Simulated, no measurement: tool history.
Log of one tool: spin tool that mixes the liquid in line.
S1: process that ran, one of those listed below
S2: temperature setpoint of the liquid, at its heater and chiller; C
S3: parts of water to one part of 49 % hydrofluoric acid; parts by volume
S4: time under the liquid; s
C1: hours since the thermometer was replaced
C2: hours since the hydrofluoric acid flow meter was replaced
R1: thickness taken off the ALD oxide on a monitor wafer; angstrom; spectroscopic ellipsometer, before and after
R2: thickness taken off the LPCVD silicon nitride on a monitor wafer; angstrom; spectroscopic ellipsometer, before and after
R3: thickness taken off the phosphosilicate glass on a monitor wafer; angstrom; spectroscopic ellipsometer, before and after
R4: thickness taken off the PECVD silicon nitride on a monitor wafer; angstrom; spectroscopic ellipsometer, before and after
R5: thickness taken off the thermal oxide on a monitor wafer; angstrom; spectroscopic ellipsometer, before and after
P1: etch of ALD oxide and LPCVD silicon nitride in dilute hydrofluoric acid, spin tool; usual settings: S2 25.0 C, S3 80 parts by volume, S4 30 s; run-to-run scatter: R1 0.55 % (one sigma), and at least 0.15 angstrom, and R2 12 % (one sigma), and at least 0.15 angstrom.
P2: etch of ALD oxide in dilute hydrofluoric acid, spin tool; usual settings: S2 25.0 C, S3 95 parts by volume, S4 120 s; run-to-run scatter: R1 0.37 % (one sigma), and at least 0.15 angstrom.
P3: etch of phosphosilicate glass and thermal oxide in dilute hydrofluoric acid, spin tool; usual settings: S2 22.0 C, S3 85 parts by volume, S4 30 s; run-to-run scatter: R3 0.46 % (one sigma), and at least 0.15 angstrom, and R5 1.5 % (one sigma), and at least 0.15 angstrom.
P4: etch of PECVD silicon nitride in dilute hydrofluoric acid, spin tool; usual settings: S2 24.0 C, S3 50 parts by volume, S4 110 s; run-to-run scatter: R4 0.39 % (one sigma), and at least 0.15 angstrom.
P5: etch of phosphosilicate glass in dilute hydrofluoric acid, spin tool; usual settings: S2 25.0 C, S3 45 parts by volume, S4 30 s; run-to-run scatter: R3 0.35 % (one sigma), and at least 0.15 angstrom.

{"run": 1, "hour": 4.6, "S1": "P1", "S2": 25.0, "S3": 80, "S4": 30, "C1": 960.9, "C2": 256.5, "R1": 99.243, "R2": 2.0355}
{"run": 2, "hour": 9.7, "S1": "P1", "S2": 25.0, "S3": 80, "S4": 60, "C1": 966.0, "C2": 261.6, "R1": 199.77, "R2": 4.1635}
{"run": 3, "hour": 14.3, "S1": "P1", "S2": 25.0, "S3": 80, "S4": 30, "C1": 970.6, "C2": 266.2, "R1": 100.17, "R2": 2.3969}
{"run": 4, "hour": 18.3, "S1": "P2", "S2": 25.0, "S3": 95, "S4": 120, "C1": 974.6, "C2": 270.2, "R1": 213.96}
{"run": 5, "hour": 23.1, "S1": "P2", "S2": 25.0, "S3": 95, "S4": 120, "C1": 979.4, "C2": 275.0, "R1": 214.1}
{"run": 6, "hour": 27.1, "S1": "P5", "S2": 17.5, "S3": 45, "S4": 30, "C1": 983.4, "C2": 279.0, "R3": 803.36}
{"run": 7, "hour": 32.1, "S1": "P1", "S2": 21.0, "S3": 80, "S4": 30, "C1": 988.4, "C2": 284.0, "R1": 85.803, "R2": 1.5314}
{"run": 8, "hour": 35.0, "S1": "P5", "S2": 25.0, "S3": 75, "S4": 30, "C1": 991.3, "C2": 286.9, "R3": 636.56}
{"run": 9, "hour": 38.3, "S1": "P4", "S2": 24.0, "S3": 20, "S4": 110, "C1": 994.6, "C2": 290.2, "R4": 249.55}
{"run": 10, "hour": 42.6, "S1": "P1", "S2": 31.5, "S3": 80, "S4": 30, "C1": 998.9, "C2": 294.5, "R1": 127.75, "R2": 3.3666}
{"run": 11, "hour": 46.5, "S1": "P3", "S2": 29.0, "S3": 85, "S4": 30, "C1": 1002.8, "C2": 298.4, "R3": 440.57, "R5": 19.714}
{"run": 12, "hour": 49.0, "S1": "P1", "S2": 25.0, "S3": 125, "S4": 30, "C1": 1005.3, "C2": 300.9, "R1": 60.711, "R2": 1.2419}
{"run": 13, "hour": 52.9, "S1": "P5", "S2": 25.0, "S3": 45, "S4": 30, "C1": 1009.2, "C2": 304.8, "R3": 1095.6}
{"run": 14, "hour": 58.0, "S1": "P1", "S2": 25.0, "S3": 80, "S4": 30, "C1": 1014.3, "C2": 309.9, "R1": 98.587, "R2": 1.9163}
{"run": 15, "hour": 61.8, "S1": "P2", "S2": 25.0, "S3": 95, "S4": 65, "C1": 1018.1, "C2": 313.7, "R1": 115.24}
{"run": 16, "hour": 66.6, "S1": "P4", "S2": 24.0, "S3": 50, "S4": 50, "C1": 1022.9, "C2": 318.5, "R4": 46.891}
{"run": 17, "hour": 71.5, "S1": "P5", "S2": 25.0, "S3": 45, "S4": 15, "C1": 1027.8, "C2": 323.4, "R3": 553.21}
{"run": 18, "hour": 75.6, "S1": "P1", "S2": 25.0, "S3": 25, "S4": 30, "C1": 1031.9, "C2": 327.5, "R1": 339.23, "R2": 6.3763}
{"run": 19, "hour": 80.6, "S1": "P1", "S2": 25.0, "S3": 80, "S4": 30, "C1": 1036.9, "C2": 332.5, "R1": 100.2, "R2": 2.1853}
{"run": 20, "hour": 86.0, "S1": "P1", "S2": 20.0, "S3": 80, "S4": 15, "C1": 1042.3, "C2": 337.9, "R1": 40.887, "R2": 0.94972}
{"run": 21, "hour": 88.6, "S1": "P3", "S2": 22.0, "S3": 85, "S4": 60, "C1": 1044.9, "C2": 340.5, "R3": 666.73, "R5": 30.671}
{"run": 22, "hour": 92.2, "S1": "P3", "S2": 22.0, "S3": 85, "S4": 30, "C1": 1048.5, "C2": 344.1, "R3": 336.59, "R5": 14.63}
{"run": 23, "hour": 97.5, "S1": "P1", "S2": 25.0, "S3": 80, "S4": 15, "C1": 1053.8, "C2": 349.4, "R1": 49.514, "R2": 1.1803}
{"run": 24, "hour": 101.4, "S1": "P1", "S2": 25.0, "S3": 80, "S4": 30, "C1": 1057.7, "C2": 353.3, "R1": 101.0, "R2": 2.3089}
{"run": 25, "hour": 105.8, "S1": "P2", "S2": 29.0, "S3": 95, "S4": 120, "C1": 1062.1, "C2": 357.7, "R1": 249.46}
{"run": 26, "hour": 108.7, "S1": "P4", "S2": 32.0, "S3": 50, "S4": 110, "C1": 1065.0, "C2": 360.6, "R4": 174.12}
{"run": 27, "hour": 113.7, "S1": "P2", "S2": 25.0, "S3": 135, "S4": 120, "C1": 1070.0, "C2": 365.6, "R1": 143.24}
{"run": 28, "hour": 119.1, "S1": "P3", "S2": 22.0, "S3": 30, "S4": 30, "C1": 1075.4, "C2": 371.0, "R3": 1016.3, "R5": 45.705}
{"run": 29, "hour": 122.2, "S1": "P4", "S2": 24.0, "S3": 50, "S4": 110, "C1": 1078.5, "C2": 374.1, "R4": 103.41}
{"run": 30, "hour": 124.6, "S1": "P1", "S2": 25.0, "S3": 80, "S4": 30, "C1": 1080.9, "C2": 376.5, "R1": 100.41, "R2": 2.2091}
{"run": 31, "hour": 129.9, "S1": "P1", "S2": 25.0, "S3": 80, "S4": 30, "C1": 1086.2, "C2": 381.8, "R1": 99.995, "R2": 2.0149}
{"run": 32, "hour": 132.6, "S1": "P1", "S2": 25.0, "S3": 80, "S4": 30, "C1": 1088.9, "C2": 384.5, "R1": 101.62, "R2": 2.6947}
{"run": 33, "hour": 136.6, "S1": "P1", "S2": 25.0, "S3": 80, "S4": 30, "C1": 1092.9, "C2": 388.5, "R1": 102.82, "R2": 1.9909}
{"run": 34, "hour": 141.9, "S1": "P1", "S2": 25.0, "S3": 80, "S4": 30, "C1": 1098.2, "C2": 393.8, "R1": 103.82, "R2": 1.9222}
{"run": 35, "hour": 144.5, "S1": "P1", "S2": 25.0, "S3": 80, "S4": 30, "C1": 1100.8, "C2": 396.4, "R1": 104.42, "R2": 2.2435}
{"run": 36, "hour": 147.3, "S1": "P1", "S2": 25.0, "S3": 80, "S4": 30, "C1": 1103.6, "C2": 399.2, "R1": 105.21, "R2": 1.7567}
{"run": 37, "hour": 150.7, "S1": "P1", "S2": 25.0, "S3": 80, "S4": 30, "C1": 1107.0, "C2": 402.6, "R1": 105.02, "R2": 2.1603}
{"run": 38, "hour": 156.2, "S1": "P1", "S2": 25.0, "S3": 80, "S4": 30, "C1": 1112.5, "C2": 408.1, "R1": 105.07, "R2": 2.0286}
{"run": 39, "hour": 160.0, "S1": "P1", "S2": 25.0, "S3": 80, "S4": 30, "C1": 1116.3, "C2": 411.9, "R1": 105.75, "R2": 2.3728}
{"run": 40, "hour": 165.5, "S1": "P1", "S2": 25.0, "S3": 80, "S4": 30, "C1": 1121.8, "C2": 417.4, "R1": 106.23, "R2": 2.8217}

What P1 gives has crept away from where it was. These 2 causes fit the log equally well, each at the size given:
A: liquid hotter than its thermometer reads (K) = 1.4
B: hydrofluoric acid flow above the setpoint (%) = 5.13
The creep began at about hour 129.9.

4 check runs are offered, one wafer each, their results left as question marks. Which one tells the causes apart?
{"run": "check 1", "hour": 171.0, "S1": "P2", "S2": 28.5, "S3": 95, "S4": 120, "R1": "?"}
{"run": "check 2", "hour": 171.0, "S1": "P4", "S2": 24.0, "S3": 20, "S4": 110, "R4": "?"}
{"run": "check 3", "hour": 171.0, "S1": "P3", "S2": 22.0, "S3": 85, "S4": 55, "R3": "?", "R5": "?"}
{"run": "check 4", "hour": 171.0, "S1": "P5", "S2": 25.0, "S3": 70, "S4": 15, "R3": "?"}

What each check would give under each cause:
check=check_1 result=R1 if_A=258.290 if_B=259.160
check=check_2 result=R4 if_A=274.610 if_B=261.810
check=check_3 result=R3 if_A=648.16 if_B=647.08
check=check_3 result=R5 if_A=29.314 if_B=29.265
check=check_4 result=R3 if_A=361.94 if_B=361.47
How far apart the two closest causes lie, in the result that separates them most: check 1 0.34 %; check 2 4.77 %; check 3 0.17 %; check 4 0.13 %
Only check 2 tells the causes apart: in the others they would give nearly the same result.

Check 2 was then run and gave: R4 262.900 angstrom. Which cause is it?

It is B: hydrofluoric acid flow above the setpoint (%).

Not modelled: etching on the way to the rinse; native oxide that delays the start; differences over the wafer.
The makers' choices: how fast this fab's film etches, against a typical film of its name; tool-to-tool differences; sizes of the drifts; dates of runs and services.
